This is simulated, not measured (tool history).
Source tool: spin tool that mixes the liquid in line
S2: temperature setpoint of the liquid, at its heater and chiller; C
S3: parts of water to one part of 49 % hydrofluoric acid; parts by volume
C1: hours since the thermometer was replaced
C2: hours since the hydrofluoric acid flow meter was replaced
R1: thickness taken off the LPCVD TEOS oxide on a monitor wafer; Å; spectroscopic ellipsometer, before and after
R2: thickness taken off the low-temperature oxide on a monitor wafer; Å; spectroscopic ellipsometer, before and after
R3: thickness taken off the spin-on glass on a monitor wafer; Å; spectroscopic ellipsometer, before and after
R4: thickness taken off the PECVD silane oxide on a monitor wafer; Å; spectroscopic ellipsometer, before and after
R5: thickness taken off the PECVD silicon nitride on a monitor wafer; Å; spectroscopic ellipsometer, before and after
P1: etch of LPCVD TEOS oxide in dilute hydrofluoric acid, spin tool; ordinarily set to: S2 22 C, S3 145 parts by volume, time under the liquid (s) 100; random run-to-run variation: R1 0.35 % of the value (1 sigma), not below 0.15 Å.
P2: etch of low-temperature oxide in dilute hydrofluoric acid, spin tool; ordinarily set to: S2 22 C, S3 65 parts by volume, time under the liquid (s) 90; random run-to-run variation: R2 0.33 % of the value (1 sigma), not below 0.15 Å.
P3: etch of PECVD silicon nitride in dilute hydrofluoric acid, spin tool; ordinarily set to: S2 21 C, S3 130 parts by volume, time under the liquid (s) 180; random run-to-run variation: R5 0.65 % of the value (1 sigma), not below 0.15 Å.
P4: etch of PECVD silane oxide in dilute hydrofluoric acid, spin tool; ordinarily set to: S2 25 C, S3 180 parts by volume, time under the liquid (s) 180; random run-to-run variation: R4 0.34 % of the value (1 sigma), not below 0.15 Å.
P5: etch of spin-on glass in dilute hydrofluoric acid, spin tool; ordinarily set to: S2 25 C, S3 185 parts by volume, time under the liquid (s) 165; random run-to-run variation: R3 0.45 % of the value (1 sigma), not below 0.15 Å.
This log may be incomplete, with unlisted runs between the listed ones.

run 1 day=0.425 | process_that_ran=P1 S2=22 S3=145 time_under_the_liquid_(s)=100 | C1=1202.8 C2=465.9 | R1=243.1
run 2 day=0.688 | process_that_ran=P2 S2=22 S3=115 time_under_the_liquid_(s)=90 | C1=1209.1 C2=472.2 | R2=84.222
run 3 day=1.125 | process_that_ran=P5 S2=25 S3=185 time_under_the_liquid_(s)=165 | C1=1219.6 C2=482.7 | R3=370.9
run 4 day=1.538 | process_that_ran=P4 S2=25 S3=180 time_under_the_liquid_(s)=180 | C1=1229.5 C2=492.6 | R4=467.22
run 5 day=1.796 | process_that_ran=P2 S2=22 S3=65 time_under_the_liquid_(s)=30 | C1=1235.7 C2=498.8 | R2=52.902
run 6 day=2.125 | process_that_ran=P1 S2=22 S3=145 time_under_the_liquid_(s)=100 | C1=1243.6 C2=506.7 | R1=243.07
run 7 day=2.446 | process_that_ran=P1 S2=22 S3=145 time_under_the_liquid_(s)=180 | C1=1251.3 C2=514.4 | R1=435.11
run 8 day=2.771 | process_that_ran=P1 S2=22 S3=145 time_under_the_liquid_(s)=100 | C1=1259.1 C2=522.2 | R1=242.19
run 9 day=3.062 | process_that_ran=P2 S2=22 S3=65 time_under_the_liquid_(s)=90 | C1=1266.1 C2=529.2 | R2=157.51
run 10 day=3.388 | process_that_ran=P5 S2=25 S3=185 time_under_the_liquid_(s)=165 | C1=1273.9 C2=537 | R3=374.12
run 11 day=3.754 | process_that_ran=P4 S2=25 S3=180 time_under_the_liquid_(s)=55 | C1=1282.7 C2=545.8 | R4=142.09
run 12 day=4.175 | process_that_ran=P2 S2=22 S3=65 time_under_the_liquid_(s)=90 | C1=1292.8 C2=555.9 | R2=158.46
run 13 day=4.525 | process_that_ran=P5 S2=25 S3=55 time_under_the_liquid_(s)=165 | C1=1301.2 C2=564.3 | R3=1472.1
run 14 day=4.888 | process_that_ran=P2 S2=17 S3=65 time_under_the_liquid_(s)=90 | C1=1309.9 C2=573 | R2=128.73
run 15 day=5.275 | process_that_ran=P1 S2=17 S3=145 time_under_the_liquid_(s)=100 | C1=1319.2 C2=582.3 | R1=198.58
run 16 day=5.604 | process_that_ran=P1 S2=18.5 S3=230 time_under_the_liquid_(s)=100 | C1=1327.1 C2=590.2 | R1=122.27
run 17 day=5.929 | process_that_ran=P1 S2=22 S3=35 time_under_the_liquid_(s)=15 | C1=1334.9 C2=598 | R1=171.82
run 18 day=6.25 | process_that_ran=P3 S2=17 S3=130 time_under_the_liquid_(s)=180 | C1=1342.6 C2=605.7 | R5=29.48
run 19 day=6.683 | process_that_ran=P1 S2=22 S3=45 time_under_the_liquid_(s)=35 | C1=1353 C2=616.1 | R1=307.31
run 20 day=7.15 | process_that_ran=P3 S2=21 S3=130 time_under_the_liquid_(s)=180 | C1=1364.2 C2=627.3 | R5=39.047
run 21 day=7.525 | process_that_ran=P1 S2=22 S3=145 time_under_the_liquid_(s)=100 | C1=1373.2 C2=636.3 | R1=241.97
run 22 day=7.938 | process_that_ran=P5 S2=25 S3=185 time_under_the_liquid_(s)=315 | C1=1383.1 C2=646.2 | R3=709.56
run 23 day=8.183 | process_that_ran=P1 S2=26 S3=145 time_under_the_liquid_(s)=100 | C1=1389 C2=652.1 | R1=282.17
run 24 day=8.608 | process_that_ran=P1 S2=22 S3=45 time_under_the_liquid_(s)=100 | C1=1399.2 C2=662.3 | R1=875.19
run 25 day=8.912 | process_that_ran=P1 S2=22 S3=145 time_under_the_liquid_(s)=100 | C1=1406.5 C2=669.6 | R1=241.71
run 26 day=9.362 | process_that_ran=P1 S2=22 S3=145 time_under_the_liquid_(s)=55 | C1=1417.3 C2=680.4 | R1=133.29
run 27 day=9.767 | process_that_ran=P1 S2=22 S3=200 time_under_the_liquid_(s)=100 | C1=1427 C2=690.1 | R1=165.77
run 28 day=10 | process_that_ran=P3 S2=21 S3=130 time_under_the_liquid_(s)=180 | C1=1432.6 C2=695.7 | R5=38.474
run 29 day=10.417 | process_that_ran=P3 S2=21 S3=25 time_under_the_liquid_(s)=180 | C1=1442.6 C2=705.7 | R5=193.82
run 30 day=10.733 | process_that_ran=P1 S2=22 S3=145 time_under_the_liquid_(s)=100 | C1=1450.2 C2=713.3 | R1=240.69
run 31 day=11.146 | process_that_ran=P5 S2=29 S3=185 time_under_the_liquid_(s)=165 | C1=1460.1 C2=723.2 | R3=429.52
run 32 day=11.604 | process_that_ran=P4 S2=25 S3=290 time_under_the_liquid_(s)=180 | C1=1471.1 C2=734.2 | R4=257.02
run 33 day=11.858 | process_that_ran=P3 S2=21 S3=130 time_under_the_liquid_(s)=85 | C1=1477.2 C2=740.3 | R5=17.975
run 34 day=12.312 | process_that_ran=P4 S2=21 S3=180 time_under_the_liquid_(s)=180 | C1=1488.1 C2=751.2 | R4=399.99
run 35 day=12.621 | process_that_ran=P1 S2=22 S3=145 time_under_the_liquid_(s)=100 | C1=1495.5 C2=758.6 | R1=241.77
run 36 day=12.962 | process_that_ran=P1 S2=22 S3=145 time_under_the_liquid_(s)=100 | C1=1503.7 C2=766.8 | R1=250.84
run 37 day=13.367 | process_that_ran=P1 S2=22 S3=145 time_under_the_liquid_(s)=100 | C1=1513.4 C2=776.5 | R1=257.79
run 38 day=13.625 | process_that_ran=P1 S2=22 S3=145 time_under_the_liquid_(s)=100 | C1=1519.6 C2=782.7 | R1=259.6
run 39 day=14.046 | process_that_ran=P1 S2=22 S3=145 time_under_the_liquid_(s)=100 | C1=1529.7 C2=792.8 | R1=261.38
run 40 day=14.471 | process_that_ran=P1 S2=22 S3=145 time_under_the_liquid_(s)=100 | C1=1539.9 C2=803 | R1=263.58
run 41 day=14.85 | process_that_ran=P1 S2=22 S3=145 time_under_the_liquid_(s)=100 | C1=1549 C2=812.1 | R1=263.01
run 42 day=15.104 | process_that_ran=P1 S2=22 S3=145 time_under_the_liquid_(s)=100 | C1=1555.1 C2=818.2 | R1=263.56
run 43 day=15.342 | process_that_ran=P1 S2=22 S3=145 time_under_the_liquid_(s)=100 | C1=1560.8 C2=823.9 | R1=264.63

What P1 gives has crept off from where it sat before. The 2 causes that follow fit the log equally well, each at the size noted:
A: liquid hotter than its thermometer reads (K) = 2.28
B: hydrofluoric acid flow above the setpoint (%) = 7.94
Creep in the process output first set in at about day 12.621.

Of the 4 check runs listed below, each run on one wafer and each result written as a question mark, which would let you distinguish the listed causes because they would give clearly different results?
run check 1 day=15.579 | process_that_ran=P3 S2=17 S3=45 time_under_the_liquid_(s)=180 | R5=?
run check 2 day=15.579 | process_that_ran=P5 S2=25 S3=60 time_under_the_liquid_(s)=245 | R3=?
run check 3 day=15.579 | process_that_ran=P4 S2=25 S3=180 time_under_the_liquid_(s)=120 | R4=?
run check 4 day=15.579 | process_that_ran=P2 S2=22 S3=110 time_under_the_liquid_(s)=90 | R2=?

What each check would give under each cause:
check=check_1 result=R5 if_A=96.666 if_B=88.601
check=check_2 result=R3 if_A=2180.8 if_B=2160.8
check=check_3 result=R4 if_A=338.15 if_B=340.86
check=check_4 result=R2 if_A=96.848 if_B=96.402
Gap, in per cent, between the two causes that each check separates least, read from the result that separates them most: check 1 8.71 %; check 2 0.92 %; check 3 0.8 %; check 4 0.46 %
Only in check 1 would the causes give clearly different results; in the remaining checks their results would be nearly the same.

Running check 1 produced the following: R5 89.16 Å. Which one of the listed causes fits?

It is B: hydrofluoric acid flow above the setpoint (%).
